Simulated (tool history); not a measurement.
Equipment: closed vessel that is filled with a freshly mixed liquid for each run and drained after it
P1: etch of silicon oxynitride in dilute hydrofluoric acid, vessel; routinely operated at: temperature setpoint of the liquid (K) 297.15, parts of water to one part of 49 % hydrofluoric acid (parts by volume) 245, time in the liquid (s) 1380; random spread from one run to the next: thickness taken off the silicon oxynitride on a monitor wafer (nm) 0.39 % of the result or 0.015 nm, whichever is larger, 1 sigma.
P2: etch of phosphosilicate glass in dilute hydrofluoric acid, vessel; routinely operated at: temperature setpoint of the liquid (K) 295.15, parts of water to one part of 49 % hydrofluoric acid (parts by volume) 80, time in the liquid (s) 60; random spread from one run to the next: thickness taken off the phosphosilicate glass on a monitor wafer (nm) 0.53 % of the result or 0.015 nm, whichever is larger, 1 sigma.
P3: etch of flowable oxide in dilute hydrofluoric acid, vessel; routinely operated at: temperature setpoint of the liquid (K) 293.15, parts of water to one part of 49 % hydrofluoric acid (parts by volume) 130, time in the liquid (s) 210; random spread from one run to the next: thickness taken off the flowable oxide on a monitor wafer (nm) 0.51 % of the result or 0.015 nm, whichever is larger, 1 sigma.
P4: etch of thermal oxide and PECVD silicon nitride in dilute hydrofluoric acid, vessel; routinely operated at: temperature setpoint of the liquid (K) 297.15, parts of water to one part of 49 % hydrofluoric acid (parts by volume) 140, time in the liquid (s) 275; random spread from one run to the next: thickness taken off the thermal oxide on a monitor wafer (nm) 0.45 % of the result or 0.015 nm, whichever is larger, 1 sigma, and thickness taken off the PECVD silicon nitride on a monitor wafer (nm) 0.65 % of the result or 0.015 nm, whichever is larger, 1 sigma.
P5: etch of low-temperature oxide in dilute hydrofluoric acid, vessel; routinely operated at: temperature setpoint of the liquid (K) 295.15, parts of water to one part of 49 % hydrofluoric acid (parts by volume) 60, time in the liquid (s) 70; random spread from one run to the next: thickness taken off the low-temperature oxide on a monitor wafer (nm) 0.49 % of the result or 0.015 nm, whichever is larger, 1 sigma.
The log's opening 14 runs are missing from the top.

| run | hour | process that ran | temperature setpoint of the liquid (K) | parts of water to one part of 49 % hydrofluoric acid (parts by volume) | time in the liquid (s) | hours since the thermometer was replaced | hours since the hydrofluoric acid flow meter was replaced | thickness taken off the silicon oxynitride on a monitor wafer (nm) | thickness taken off the flowable oxide on a monitor wafer (nm) | thickness taken off the low-temperature oxide on a monitor wafer (nm) | thickness taken off the phosphosilicate glass on a monitor wafer (nm) | thickness taken off the thermal oxide on a monitor wafer (nm) | thickness taken off the PECVD silicon nitride on a monitor wafer (nm) |
|---|---|---|---|---|---|---|---|---|---|---|---|---|---|
| 15 | 58.2 | P1 | 290.15 | 245 | 1380 | 919.0 | 1429.7 | 9.6146 |  |  |  |  |  |
| 16 | 61.7 | P3 | 293.15 | 130 | 80 | 922.5 | 1433.2 |  | 21.755 |  |  |  |  |
| 17 | 67.7 | P1 | 297.15 | 245 | 2680 | 928.5 | 1439.2 | 25.8600 |  |  |  |  |  |
| 18 | 72.9 | P1 | 297.15 | 245 | 1380 | 933.7 | 1444.4 | 13.3580 |  |  |  |  |  |
| 19 | 76.9 | P1 | 297.15 | 245 | 1380 | 937.7 | 1448.4 | 13.2980 |  |  |  |  |  |
| 20 | 80.7 | P2 | 295.15 | 80 | 100 | 941.5 | 1452.2 |  |  |  | 102.580 |  |  |
| 21 | 86.0 | P3 | 290.15 | 130 | 210 | 946.8 | 1457.5 |  | 50.407 |  |  |  |  |
| 22 | 91.2 | P1 | 301.15 | 245 | 1380 | 952.0 | 1462.7 | 15.7560 |  |  |  |  |  |
| 23 | 96.2 | P4 | 297.15 | 140 | 275 | 957.0 | 1467.7 |  |  |  |  | 8.6208 | 3.4161 |
| 24 | 100.9 | P1 | 297.15 | 145 | 1380 | 961.7 | 1472.4 | 24.0090 |  |  |  |  |  |
| 25 | 103.9 | P1 | 297.15 | 245 | 1380 | 964.7 | 1475.4 | 13.4020 |  |  |  |  |  |
| 26 | 106.8 | P3 | 293.15 | 130 | 210 | 967.6 | 1478.3 |  | 57.792 |  |  |  |  |
| 27 | 112.4 | P4 | 303.65 | 140 | 275 | 973.2 | 1483.9 |  |  |  |  | 10.9840 | 5.1202 |
| 28 | 117.0 | P5 | 301.65 | 60 | 70 | 977.8 | 1488.5 |  |  | 23.931 |  |  |  |
| 29 | 121.8 | P5 | 295.15 | 60 | 30 | 982.6 | 1493.3 |  |  | 7.827 |  |  |  |

Run 30 comes next. What will it give?
| 30 | 126.2 | P5 | 295.15 | 20 | 70 | 987.0 | 1497.7 |  |  | ? |  |  |  |

{"run 30": {"thickness taken off the low-temperature oxide on a monitor wafer (nm)": 58.289}}

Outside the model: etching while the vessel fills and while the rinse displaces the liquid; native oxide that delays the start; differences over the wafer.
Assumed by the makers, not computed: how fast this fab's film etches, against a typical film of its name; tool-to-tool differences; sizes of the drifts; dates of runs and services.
